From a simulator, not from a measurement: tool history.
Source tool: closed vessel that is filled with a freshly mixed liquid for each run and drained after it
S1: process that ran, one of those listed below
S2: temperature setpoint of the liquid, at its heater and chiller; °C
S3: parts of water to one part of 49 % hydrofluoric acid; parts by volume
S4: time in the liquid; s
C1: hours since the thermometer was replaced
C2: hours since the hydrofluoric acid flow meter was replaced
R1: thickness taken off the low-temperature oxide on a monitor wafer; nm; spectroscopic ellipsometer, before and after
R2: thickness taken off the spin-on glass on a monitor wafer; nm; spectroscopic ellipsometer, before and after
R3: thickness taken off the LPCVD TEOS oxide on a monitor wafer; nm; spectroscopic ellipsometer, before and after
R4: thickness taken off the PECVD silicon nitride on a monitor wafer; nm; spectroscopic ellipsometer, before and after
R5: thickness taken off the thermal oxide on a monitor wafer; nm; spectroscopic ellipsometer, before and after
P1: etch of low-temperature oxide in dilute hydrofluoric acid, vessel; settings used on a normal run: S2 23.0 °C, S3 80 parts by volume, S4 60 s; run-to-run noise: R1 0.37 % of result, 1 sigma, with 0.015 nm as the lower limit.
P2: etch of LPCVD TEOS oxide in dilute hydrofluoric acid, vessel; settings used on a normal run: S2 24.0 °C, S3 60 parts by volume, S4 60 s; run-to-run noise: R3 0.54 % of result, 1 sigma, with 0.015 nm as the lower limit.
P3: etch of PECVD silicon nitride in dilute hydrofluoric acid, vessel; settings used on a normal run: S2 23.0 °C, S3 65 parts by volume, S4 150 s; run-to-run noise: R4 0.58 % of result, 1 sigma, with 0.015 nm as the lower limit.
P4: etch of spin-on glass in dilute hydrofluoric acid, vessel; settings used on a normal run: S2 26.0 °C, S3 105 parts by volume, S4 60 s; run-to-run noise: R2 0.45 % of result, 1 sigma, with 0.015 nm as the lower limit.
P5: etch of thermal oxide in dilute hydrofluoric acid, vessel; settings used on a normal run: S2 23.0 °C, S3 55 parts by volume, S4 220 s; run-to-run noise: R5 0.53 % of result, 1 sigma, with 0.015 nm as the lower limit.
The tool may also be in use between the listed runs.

run,hour,S1,S2,S3,S4,C1,C2,R1,R2,R3,R4,R5
1,12.6,P1,23.0,80,60,522.8,321.1,22.348,,,,
2,25.1,P4,26.0,45,60,535.3,333.6,,107.540,,,
3,43.0,P1,26.5,80,60,553.2,351.5,25.770,,,,
4,52.3,P2,24.0,60,60,562.5,360.8,,,39.953,,
5,62.4,P3,23.0,65,150,572.6,370.9,,,,9.0362,
6,79.9,P2,24.0,95,60,590.1,388.4,,,23.978,,
7,89.3,P4,26.0,105,60,599.5,397.8,,42.832,,,
8,98.2,P3,23.0,95,150,608.4,406.7,,,,6.1874,
9,111.3,P4,31.0,105,60,621.5,419.8,,51.334,,,
10,127.2,P5,23.0,95,220,637.4,435.7,,,,,10.808
11,141.2,P2,24.0,60,60,651.4,449.7,,,39.793,,
12,152.1,P1,23.0,140,60,662.3,460.6,11.947,,,,
13,161.0,P5,23.0,55,370,671.2,469.5,,,,,33.632
14,169.8,P1,23.0,80,60,680.0,478.3,22.468,,,,
15,178.3,P4,26.0,105,110,688.5,486.8,,78.366,,,
# hour 181.3: thermometer replaced
16,189.1,P5,28.0,55,220,7.8,497.6,,,,,24.076
17,199.0,P1,23.0,80,60,17.7,507.5,22.619,,,,
18,211.5,P1,17.0,80,60,30.2,520.0,17.514,,,,
19,224.7,P5,23.0,55,220,43.4,533.2,,,,,19.748
20,241.5,P3,17.0,65,150,60.2,550.0,,,,5.8642,

Estimate the outcome of run 21 from the log above:
21,258.5,P1,23.0,80,60,77.2,567.0,?,,,,

Run 21 yielded R1 22.463 nm.
